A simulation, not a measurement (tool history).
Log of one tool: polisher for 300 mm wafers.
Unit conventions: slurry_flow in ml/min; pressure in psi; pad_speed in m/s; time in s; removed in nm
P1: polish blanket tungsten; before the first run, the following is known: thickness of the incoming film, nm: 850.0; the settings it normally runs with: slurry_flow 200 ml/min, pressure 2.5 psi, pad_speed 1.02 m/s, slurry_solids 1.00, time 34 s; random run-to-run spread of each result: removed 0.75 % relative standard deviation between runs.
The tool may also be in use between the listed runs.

run	day	slurry_flow	pressure	pad_speed	slurry_solids	time	wafers polished on this pad	hours since the slurry nozzle was cleaned	hours since the head pressure was calibrated	hours since the slurry blender was calibrated	hours since the slurry got fresh peroxide	removed
1	0.279	200	2.5	1.02	1.00	34	632	151.1	573.1	78.2	65.7	127.180
2	0.533	295	2.5	1.02	1.00	34	691	157.2	579.2	84.3	71.8	132.730
3	1.033	200	2.5	1.02	0.50	34	809	169.2	591.2	96.3	83.8	108.410
4	1.296	200	3.7	1.02	1.00	47	871	175.5	597.5	102.6	90.1	261.740
5	1.546	200	2.5	1.02	1.00	34	930	181.5	603.5	108.6	96.1	128.330
6	2.079	200	2.5	1.02	1.00	34	1055	194.3	616.3	121.4	108.9	127.350
7	2.538	200	3.2	1.02	1.00	34	1163	205.3	627.3	132.4	119.9	165.570
8	3.046	200	3.4	1.02	1.00	49	1283	217.5	639.5	144.6	132.1	248.330
9	3.300	120	2.5	1.02	1.00	34	1343	223.6	645.6	150.7	138.2	116.330
10	3.592	250	2.5	1.02	1.00	52	1412	230.6	652.6	157.7	145.2	199.530
11	3.912	200	2.5	1.02	1.00	54	1487	238.3	660.3	165.4	152.9	203.430
12	4.196	200	2.5	1.58	1.00	34	1554	245.1	667.1	172.2	159.7	196.720
13	4.592	200	2.5	1.02	1.00	25	1647	254.6	676.6	181.7	169.2	93.597
14	5.088	200	1.6	1.02	1.00	34	1764	266.5	688.5	193.6	181.1	80.956
15	5.412	200	2.5	1.02	1.25	34	1840	274.3	696.3	201.4	188.9	135.930
16	5.708	200	2.5	0.46	1.00	34	1910	281.4	703.4	208.5	196.0	57.792
17	6.208	200	2.5	1.02	1.00	34	2028	293.4	715.4	220.5	208.0	128.170
18	6.596	200	2.5	1.02	1.00	34	2119	302.7	724.7	229.8	217.3	127.350
19	7.033	200	2.5	1.02	1.00	34	2222	313.2	735.2	240.3	227.8	124.110
20	7.512	200	2.5	1.02	1.00	34	2335	324.7	746.7	251.8	239.3	124.100
21	7.946	200	2.5	1.02	1.00	34	2437	335.1	757.1	262.2	249.7	120.340
22	8.342	200	2.5	1.02	1.00	34	2530	344.6	766.6	271.7	259.2	120.360
# day 8.708: head pressure recalibrated
23	8.750	200	2.5	1.02	1.00	34	2626	354.4	1.1	281.5	269.0	118.900
# day 8.858: slurry blender recalibrated
24	9.029	200	2.5	1.02	1.00	34	2692	361.1	7.8	4.1	275.7	118.690
# day 9.300: slurry tank refilled with fresh slurry and peroxide
25	9.562	200	2.5	1.02	1.00	34	2817	373.9	20.6	16.9	6.4	120.010
26	9.858	200	2.5	1.02	1.00	34	2887	381.0	27.7	24.0	13.5	117.900
27	10.100	200	2.5	1.02	1.00	34	2944	386.8	33.5	29.8	19.3	120.370
28	10.600	200	2.5	1.02	1.00	34	3062	398.8	45.5	41.8	31.3	119.720

P1 no longer gives what it gave before; its output has crept away from where it was. The following 2 causes, each at its listed size, fit the log equally well:
A: slurry flow missing at the pad, % = 35.8
B: removal rate lost through wear of the pad, % = 7.06
The gradual shift began around day 6.596.
Why every other cause is out:
head's pressure below its setpoint, %: serviced at day 8.708, which brought nothing back
abrasive missing from the slurry, %: serviced at day 8.858, which brought nothing back
peroxide lost from the slurry, %: serviced at day 9.300, which brought nothing back

The list below offers 4 check runs, each averaging the results of 2 wafers, and shows each result as a question mark. For which of them would the listed causes give clearly different results?
check 1	11.100	120	2.5	1.56	1.00	34						?
check 2	11.100	200	3.1	1.02	0.60	34						?
check 3	11.100	200	1.9	1.56	1.00	34						?
check 4	11.100	200	2.5	1.02	0.55	34						?

Check results expected under each cause:
check	result	if A	if B
check 1	removed	159.500	166.500
check 2	removed	130.940	130.960
check 3	removed	138.080	138.100
check 4	removed	103.570	103.580
Per-check spread between the two closest causes, in the result where they differ most: check 1 4.3 %; check 2 0.01 %; check 3 0.01 %; check 4 0.01 %
Of the check runs offered, only check 1 discriminates between the causes; the rest would read about the same regardless of which cause applies.

Here is what check 1 returned: removed 168.470 nm. Which cause is it?

The cause is B: removal rate lost through wear of the pad, %.

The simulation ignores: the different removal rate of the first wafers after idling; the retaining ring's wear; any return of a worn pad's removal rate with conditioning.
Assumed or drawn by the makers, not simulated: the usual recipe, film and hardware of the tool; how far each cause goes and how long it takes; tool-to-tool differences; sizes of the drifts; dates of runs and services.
